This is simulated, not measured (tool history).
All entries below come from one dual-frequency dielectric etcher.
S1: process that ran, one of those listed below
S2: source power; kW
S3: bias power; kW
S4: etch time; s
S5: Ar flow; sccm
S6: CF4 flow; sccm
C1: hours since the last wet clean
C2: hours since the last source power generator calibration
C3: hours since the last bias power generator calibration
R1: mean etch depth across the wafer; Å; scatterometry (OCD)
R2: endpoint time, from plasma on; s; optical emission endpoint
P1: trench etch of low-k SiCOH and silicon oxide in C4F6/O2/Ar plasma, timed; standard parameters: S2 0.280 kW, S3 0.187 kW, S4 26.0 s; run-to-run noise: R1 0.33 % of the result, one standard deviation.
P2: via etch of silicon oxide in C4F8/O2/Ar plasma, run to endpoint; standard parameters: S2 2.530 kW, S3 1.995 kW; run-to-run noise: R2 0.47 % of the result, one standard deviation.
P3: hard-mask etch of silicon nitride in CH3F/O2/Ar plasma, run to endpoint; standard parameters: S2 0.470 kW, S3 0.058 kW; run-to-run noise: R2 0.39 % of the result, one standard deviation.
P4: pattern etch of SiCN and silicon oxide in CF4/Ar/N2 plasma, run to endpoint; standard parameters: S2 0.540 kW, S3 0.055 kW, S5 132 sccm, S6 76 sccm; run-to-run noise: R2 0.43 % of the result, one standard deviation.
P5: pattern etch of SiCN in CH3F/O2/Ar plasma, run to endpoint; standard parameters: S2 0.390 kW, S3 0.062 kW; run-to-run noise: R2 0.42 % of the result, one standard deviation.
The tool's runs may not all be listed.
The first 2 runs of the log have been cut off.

run 3 hour=41.8 | S1=P1 S2=0.170 S3=0.187 S4=26.0 | C1=363.0 C2=1107.3 C3=1794.2 | R1=590.74
run 4 hour=51.6 | S1=P3 S2=0.470 S3=0.072 | C1=372.8 C2=1117.1 C3=1804.0 | R2=58.725
run 5 hour=67.5 | S1=P3 S2=0.350 S3=0.058 | C1=388.7 C2=1133.0 C3=1819.9 | R2=70.771
run 6 hour=81.4 | S1=P4 S2=0.670 S3=0.055 S5=132 S6=76 | C1=402.6 C2=1146.9 C3=1833.8 | R2=11.616
run 7 hour=97.3 | S1=P3 S2=0.470 S3=0.058 | C1=418.5 C2=1162.8 C3=1849.7 | R2=62.885
run 8 hour=111.0 | S1=P1 S2=0.280 S3=0.137 S4=37.5 | C1=432.2 C2=1176.5 C3=1863.4 | R1=931.43
run 9 hour=126.0 | S1=P4 S2=0.540 S3=0.055 S5=181 S6=76 | C1=447.2 C2=1191.5 C3=1878.4 | R2=14.944
run 10 hour=136.0 | S1=P1 S2=0.280 S3=0.140 S4=26.0 | C1=457.2 C2=1201.5 C3=1888.4 | R1=648.69
run 11 hour=150.6 | S1=P1 S2=0.340 S3=0.187 S4=26.0 | C1=471.8 C2=1216.1 C3=1903.0 | R1=765.81
run 12 hour=163.5 | S1=P4 S2=0.540 S3=0.055 S5=132 S6=76 | C1=484.7 C2=1229.0 C3=1915.9 | R2=14.029
run 13 hour=173.5 | S1=P5 S2=0.390 S3=0.087 | C1=494.7 C2=1239.0 C3=1925.9 | R2=17.629
run 14 hour=191.8 | S1=P2 S2=2.530 S3=2.773 | C1=513.0 C2=1257.3 C3=1944.2 | R2=134.080
run 15 hour=201.0 | S1=P1 S2=0.280 S3=0.187 S4=26.0 | C1=522.2 C2=1266.5 C3=1953.4 | R1=711.16
run 16 hour=217.3 | S1=P1 S2=0.280 S3=0.187 S4=26.0 | C1=538.5 C2=1282.8 C3=1969.7 | R1=711.03
run 17 hour=230.7 | S1=P1 S2=0.280 S3=0.187 S4=15.5 | C1=551.9 C2=1296.2 C3=1983.1 | R1=424.90
run 18 hour=242.9 | S1=P5 S2=0.390 S3=0.062 | C1=564.1 C2=1308.4 C3=1995.3 | R2=19.863
run 19 hour=258.5 | S1=P2 S2=2.530 S3=1.995 | C1=579.7 C2=1324.0 C3=2010.9 | R2=147.710
run 20 hour=273.6 | S1=P4 S2=0.540 S3=0.071 S5=132 S6=76 | C1=594.8 C2=1339.1 C3=2026.0 | R2=13.014
run 21 hour=283.4 | S1=P5 S2=0.310 S3=0.062 | C1=604.6 C2=1348.9 C3=2035.8 | R2=21.620
run 22 hour=292.5 | S1=P5 S2=0.390 S3=0.062 | C1=613.7 C2=1358.0 C3=2044.9 | R2=19.980
run 23 hour=307.5 | S1=P1 S2=0.280 S3=0.231 S4=26.0 | C1=628.7 C2=1373.0 C3=2059.9 | R1=760.32
run 24 hour=321.9 | S1=P2 S2=3.490 S3=1.995 | C1=643.1 C2=1387.4 C3=2074.3 | R2=131.460

What will run 25 give?
run 25 hour=332.0 | S1=P1 S2=0.280 S3=0.187 S4=32.5 | C1=653.2 C2=1397.5 C3=2084.4 | R1=?

R1: 891.20 Å
